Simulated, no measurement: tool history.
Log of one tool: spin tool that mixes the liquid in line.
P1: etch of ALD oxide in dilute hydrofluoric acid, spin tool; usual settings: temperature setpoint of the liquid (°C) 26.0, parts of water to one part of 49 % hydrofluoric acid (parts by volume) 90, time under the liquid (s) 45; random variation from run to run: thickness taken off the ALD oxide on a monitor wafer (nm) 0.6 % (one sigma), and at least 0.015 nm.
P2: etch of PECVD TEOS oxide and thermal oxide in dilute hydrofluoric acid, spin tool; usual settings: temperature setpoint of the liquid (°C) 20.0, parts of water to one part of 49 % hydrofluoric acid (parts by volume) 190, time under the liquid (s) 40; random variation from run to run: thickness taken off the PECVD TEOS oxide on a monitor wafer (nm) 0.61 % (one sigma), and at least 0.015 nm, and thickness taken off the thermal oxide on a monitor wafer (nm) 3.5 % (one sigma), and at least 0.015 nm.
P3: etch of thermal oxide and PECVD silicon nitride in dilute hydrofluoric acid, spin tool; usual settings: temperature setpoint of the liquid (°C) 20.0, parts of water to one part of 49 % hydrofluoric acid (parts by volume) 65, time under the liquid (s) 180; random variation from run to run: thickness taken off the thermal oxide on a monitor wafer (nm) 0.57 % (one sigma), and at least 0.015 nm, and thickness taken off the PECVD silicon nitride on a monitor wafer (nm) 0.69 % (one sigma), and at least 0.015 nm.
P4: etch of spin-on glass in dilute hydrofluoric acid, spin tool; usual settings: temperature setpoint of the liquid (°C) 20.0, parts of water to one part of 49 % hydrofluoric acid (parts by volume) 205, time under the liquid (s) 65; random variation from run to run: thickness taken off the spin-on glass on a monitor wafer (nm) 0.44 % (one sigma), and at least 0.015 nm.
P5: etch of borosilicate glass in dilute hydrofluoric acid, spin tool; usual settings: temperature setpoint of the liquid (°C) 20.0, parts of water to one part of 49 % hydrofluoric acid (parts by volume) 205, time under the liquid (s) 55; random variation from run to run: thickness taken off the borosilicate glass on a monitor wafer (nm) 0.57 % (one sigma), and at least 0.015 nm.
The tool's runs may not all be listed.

run,day,process that ran,temperature setpoint of the liquid (°C),parts of water to one part of 49 % hydrofluoric acid (parts by volume),time under the liquid (s),thickness taken off the ALD oxide on a monitor wafer (nm),thickness taken off the spin-on glass on a monitor wafer (nm),thickness taken off the PECVD TEOS oxide on a monitor wafer (nm),thickness taken off the thermal oxide on a monitor wafer (nm),thickness taken off the PECVD silicon nitride on a monitor wafer (nm),thickness taken off the borosilicate glass on a monitor wafer (nm)
1,0.171,P1,26.0,90,45,5.9431,,,,,
2,0.362,P1,26.0,90,20,2.6832,,,,,
3,0.588,P4,20.0,205,65,,9.1275,,,,
4,0.804,P1,26.0,90,80,10.5550,,,,,
5,1.000,P4,17.0,205,65,,8.0661,,,,
6,1.150,P1,26.0,90,45,6.0016,,,,,
7,1.383,P4,20.0,205,30,,4.2020,,,,
8,1.525,P2,20.0,190,40,,,4.5900,0.76383,,
9,1.729,P1,31.5,90,75,12.3360,,,,,
10,1.850,P1,18.0,90,45,4.3093,,,,,
11,2.042,P1,26.0,30,70,30.5740,,,,,
12,2.246,P3,20.0,65,180,,,,11.45800,3.8100,
13,2.492,P3,20.0,100,180,,,,7.20230,2.4878,
14,2.729,P2,20.0,190,70,,,7.9841,1.29310,,
15,3.000,P1,21.5,90,20,2.1970,,,,,
16,3.225,P2,20.0,70,40,,,14.1180,2.35720,,
17,3.429,P5,17.0,205,55,,,,,,4.6601
18,3.642,P3,20.0,65,180,,,,11.35300,3.8417,
19,3.871,P1,26.0,35,45,16.5260,,,,,
# day 4.017: hydrofluoric acid flow meter replaced
20,4.050,P2,20.0,190,40,,,4.6150,0.81136,,
21,4.267,P1,26.0,90,45,6.0292,,,,,
22,4.496,P5,20.0,205,80,,,,,,7.4484
23,4.646,P5,20.0,350,55,,,,,,2.6307
24,4.796,P3,20.0,65,360,,,,22.99800,7.6607,
25,5.029,P1,26.0,90,45,5.9566,,,,,
26,5.225,P1,26.0,125,45,4.0598,,,,,
27,5.354,P4,20.0,65,65,,33.2060,,,,
28,5.600,P3,25.5,65,180,,,,14.54400,5.5512,
29,5.792,P5,20.0,205,55,,,,,,5.1480
30,5.992,P2,17.0,190,40,,,4.0614,0.62858,,
31,6.129,P1,26.0,90,45,5.9691,,,,,
32,6.275,P1,34.0,90,45,8.1696,,,,,
33,6.517,P1,26.0,90,45,5.8941,,,,,
34,6.638,P1,26.0,90,45,6.0703,,,,,
35,6.804,P1,26.0,90,45,6.1340,,,,,
36,6.929,P1,26.0,90,45,6.2765,,,,,
37,7.200,P1,26.0,90,45,6.3730,,,,,
38,7.438,P1,26.0,90,45,6.4183,,,,,
39,7.671,P1,26.0,90,45,6.4079,,,,,
40,7.942,P1,26.0,90,45,6.4607,,,,,
41,8.162,P1,26.0,90,45,6.4017,,,,,
42,8.342,P1,26.0,90,45,6.3863,,,,,
43,8.492,P1,26.0,90,45,6.3825,,,,,

What P1 gives has crept away from where it was. These 2 causes fit the log equally well, each at the size given:
A: liquid hotter than its thermometer reads (K) = 2.04
B: hydrofluoric acid flow above the setpoint (%) = 7.37
The creep began at about day 6.517.

4 check runs are offered, one wafer each, their results left as question marks. Which one tells the causes apart?
check 1,8.642,P5,17.0,335,55,,,,,,?
check 2,8.642,P4,20.0,70,65,,?,,,,
check 3,8.642,P3,20.0,65,330,,,,?,?,
check 4,8.642,P2,20.0,190,70,,,?,?,,

What each check would give under each cause:
check,result,if A,if B
check 1,thickness taken off the borosilicate glass on a monitor wafer (nm),2.7178,2.7588
check 2,thickness taken off the spin-on glass on a monitor wafer (nm),33.4470,33.1780
check 3,thickness taken off the thermal oxide on a monitor wafer (nm),23.00800,22.80900
check 3,thickness taken off the PECVD silicon nitride on a monitor wafer (nm),8.0712,7.5220
check 4,thickness taken off the PECVD TEOS oxide on a monitor wafer (nm),8.6909,8.7410
check 4,thickness taken off the thermal oxide on a monitor wafer (nm),1.46810,1.47660
How far apart the two closest causes lie, in the result that separates them most: check 1 1.5 %; check 2 0.81 %; check 3 7.05 %; check 4 0.58 %
Only check 3 tells the causes apart: in the others they would give nearly the same result.

Check 3 was then run and gave: thickness taken off the thermal oxide on a monitor wafer (nm) 22.79200; thickness taken off the PECVD silicon nitride on a monitor wafer (nm) 7.4726. Which cause is it?

It is B: hydrofluoric acid flow above the setpoint (%).
